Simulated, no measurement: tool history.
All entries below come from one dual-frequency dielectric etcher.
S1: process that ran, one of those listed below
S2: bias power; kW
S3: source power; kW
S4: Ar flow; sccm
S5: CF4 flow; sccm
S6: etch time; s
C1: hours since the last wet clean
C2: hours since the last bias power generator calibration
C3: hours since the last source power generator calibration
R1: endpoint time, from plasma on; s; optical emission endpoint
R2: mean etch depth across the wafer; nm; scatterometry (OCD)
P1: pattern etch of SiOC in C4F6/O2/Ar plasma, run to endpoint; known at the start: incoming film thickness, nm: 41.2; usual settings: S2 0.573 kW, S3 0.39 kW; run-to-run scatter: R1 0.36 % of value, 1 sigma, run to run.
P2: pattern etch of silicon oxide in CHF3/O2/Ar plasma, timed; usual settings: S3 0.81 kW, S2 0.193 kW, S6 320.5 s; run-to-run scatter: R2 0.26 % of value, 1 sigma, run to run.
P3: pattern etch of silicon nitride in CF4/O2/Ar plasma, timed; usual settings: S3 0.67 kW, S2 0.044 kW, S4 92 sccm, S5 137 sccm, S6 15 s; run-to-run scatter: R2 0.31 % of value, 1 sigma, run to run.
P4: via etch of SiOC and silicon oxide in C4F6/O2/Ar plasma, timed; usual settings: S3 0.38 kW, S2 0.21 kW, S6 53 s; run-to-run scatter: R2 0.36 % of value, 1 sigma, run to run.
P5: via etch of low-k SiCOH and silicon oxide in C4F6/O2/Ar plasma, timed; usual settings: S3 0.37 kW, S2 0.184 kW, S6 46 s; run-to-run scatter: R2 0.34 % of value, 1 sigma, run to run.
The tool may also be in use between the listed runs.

run 1 hour=4 | S1=P1 S2=0.573 S3=0.39 | C1=119.6 C2=945.1 C3=2704.4 | R1=13.318
run 2 hour=11.9 | S1=P3 S2=0.044 S3=0.47 S4=92 S5=137 S6=15 | C1=127.5 C2=953 C3=2712.3 | R2=26.747
run 3 hour=19.3 | S1=P5 S2=0.184 S3=0.37 S6=46 | C1=134.9 C2=960.4 C3=2719.7 | R2=117.98
run 4 hour=23.9 | S1=P4 S2=0.21 S3=0.24 S6=53 | C1=139.5 C2=965 C3=2724.3 | R2=51.691
run 5 hour=27.8 | S1=P1 S2=0.573 S3=0.39 | C1=143.4 C2=968.9 C3=2728.2 | R1=13.292
run 6 hour=33.4 | S1=P3 S2=0.044 S3=0.67 S4=92 S5=137 S6=15 | C1=149 C2=974.5 C3=2733.8 | R2=36.511
run 7 hour=39.9 | S1=P3 S2=0.044 S3=0.67 S4=92 S5=137 S6=22 | C1=155.5 C2=981 C3=2740.3 | R2=53.458
run 8 hour=45.4 | S1=P5 S2=0.184 S3=0.37 S6=59 | C1=161 C2=986.5 C3=2745.8 | R2=151.41
run 9 hour=49.9 | S1=P5 S2=0.258 S3=0.37 S6=46 | C1=165.5 C2=991 C3=2750.3 | R2=132.67
run 10 hour=54.1 | S1=P4 S2=0.21 S3=0.38 S6=53 | C1=169.7 C2=995.2 C3=2754.5 | R2=61.198
run 11 hour=60.3 | S1=P1 S2=0.345 S3=0.39 | C1=175.9 C2=1001.4 C3=2760.7 | R1=16.115
run 12 hour=64.1 | S1=P1 S2=0.573 S3=0.39 | C1=179.7 C2=1005.2 C3=2764.5 | R1=13.302
run 13 hour=68.9 | S1=P1 S2=0.573 S3=0.39 | C1=184.5 C2=1010 C3=2769.3 | R1=13.305
run 14 hour=74.2 | S1=P3 S2=0.044 S3=0.67 S4=92 S5=137 S6=15 | C1=189.8 C2=1015.3 C3=2774.6 | R2=36.379
run 15 hour=81.8 | S1=P2 S2=0.193 S3=0.54 S6=320.5 | C1=197.4 C2=1022.9 C3=2782.2 | R2=617.93
run 16 hour=87.1 | S1=P5 S2=0.184 S3=0.47 S6=46 | C1=202.7 C2=1028.2 C3=2787.5 | R2=129.76
run 17 hour=94.1 | S1=P1 S2=0.573 S3=0.39 | C1=209.7 C2=1035.2 C3=2794.5 | R1=13.324
run 18 hour=100.2 | S1=P2 S2=0.193 S3=0.81 S6=320.5 | C1=215.8 C2=1041.3 C3=2800.6 | R2=718.42
run 19 hour=107.7 | S1=P4 S2=0.147 S3=0.38 S6=53 | C1=223.3 C2=1048.8 C3=2808.1 | R2=54.979
run 20 hour=114.2 | S1=P4 S2=0.21 S3=0.38 S6=73 | C1=229.8 C2=1055.3 C3=2814.6 | R2=84.855
run 21 hour=120 | S1=P3 S2=0.044 S3=0.67 S4=121 S5=137 S6=15 | C1=235.6 C2=1061.1 C3=2820.4 | R2=35.422
run 22 hour=125.5 | S1=P1 S2=0.455 S3=0.32 | C1=241.1 C2=1066.6 C3=2825.9 | R1=15.71
run 23 hour=133.6 | S1=P1 S2=0.809 S3=0.39 | C1=249.2 C2=1074.7 C3=2834 | R1=11.58
run 24 hour=139.8 | S1=P3 S2=0.044 S3=0.67 S4=92 S5=189 S6=15 | C1=255.4 C2=1080.9 C3=2840.2 | R2=37.604
run 25 hour=146.9 | S1=P2 S2=0.268 S3=0.81 S6=320.5 | C1=262.5 C2=1088 C3=2847.3 | R2=803.87
-- hour=147.8 source power generator calibrated
run 26 hour=151.3 | S1=P1 S2=0.573 S3=0.27 | C1=266.9 C2=1092.4 C3=3.5 | R1=15.133
run 27 hour=154.9 | S1=P3 S2=0.056 S3=0.67 S4=92 S5=137 S6=15 | C1=270.5 C2=1096 C3=7.1 | R2=39.626
run 28 hour=162.6 | S1=P1 S2=0.573 S3=0.54 | C1=278.2 C2=1103.7 C3=14.8 | R1=11.768
run 29 hour=168.8 | S1=P2 S2=0.193 S3=0.81 S6=451 | C1=284.4 C2=1109.9 C3=21 | R2=1009.1
run 30 hour=173 | S1=P1 S2=0.573 S3=0.39 | C1=288.6 C2=1114.1 C3=25.2 | R1=13.298
run 31 hour=176.7 | S1=P1 S2=0.573 S3=0.39 | C1=292.3 C2=1117.8 C3=28.9 | R1=13.223
run 32 hour=182.3 | S1=P1 S2=0.573 S3=0.39 | C1=297.9 C2=1123.4 C3=34.5 | R1=13.216
run 33 hour=188.8 | S1=P1 S2=0.573 S3=0.39 | C1=304.4 C2=1129.9 C3=41 | R1=13.15
run 34 hour=193.4 | S1=P1 S2=0.573 S3=0.39 | C1=309 C2=1134.5 C3=45.6 | R1=13.08
run 35 hour=200.2 | S1=P1 S2=0.573 S3=0.39 | C1=315.8 C2=1141.3 C3=52.4 | R1=13.068
-- hour=203.3 wet clean of the chamber
run 36 hour=206.6 | S1=P1 S2=0.573 S3=0.39 | C1=3.3 C2=1147.7 C3=58.8 | R1=13.044
run 37 hour=211.8 | S1=P1 S2=0.573 S3=0.39 | C1=8.5 C2=1152.9 C3=64 | R1=13.066
run 38 hour=219 | S1=P1 S2=0.573 S3=0.39 | C1=15.7 C2=1160.1 C3=71.2 | R1=13.078

Compared with where it was, what P1 gives has crept away. Each cause listed below fits the log as well as the rest, at the size given for it:
A: bias power that arrives over what is set, % = 4.78
B: source power that arrives over what is set, % = 4.98
At approximately hour 173, the process output began to creep.
All other causes, with the reason each is excluded:
chamber walls in a state that raises the etch rate, %: was serviced at hour 203.3, once the creep was under way, yet the earlier output never came back

Consider the 4 single-wafer check runs listed below, results given as question marks: which one distinguishes between the causes by giving clearly different results for each?
run check 1 hour=226.2 | S1=P3 S2=0.044 S3=0.67 S4=92 S5=137 S6=15 | R2=?
run check 2 hour=226.2 | S1=P2 S2=0.193 S3=0.81 S6=320.5 | R2=?
run check 3 hour=226.2 | S1=P5 S2=0.184 S3=0.37 S6=46 | R2=?
run check 4 hour=226.2 | S1=P4 S2=0.21 S3=0.38 S6=53 | R2=?

How each check would come out, cause by cause:
check=check_1 result=R2 if_A=37.108 if_B=38.125
check=check_2 result=R2 if_A=729.27 if_B=731.44
check=check_3 result=R2 if_A=119.89 if_B=120.36
check=check_4 result=R2 if_A=62.456 if_B=62.645
Per-check spread between the two closest causes, in the result where they differ most: check 1 2.7 %; check 2 0.3 %; check 3 0.39 %; check 4 0.3 %
Check 1 tells the causes apart: in the others they would give nearly the same result.

The results of check 1 are: R2 36.964 nm. Based on these, which of the listed causes is it?

A is the cause: bias power that arrives over what is set, %.
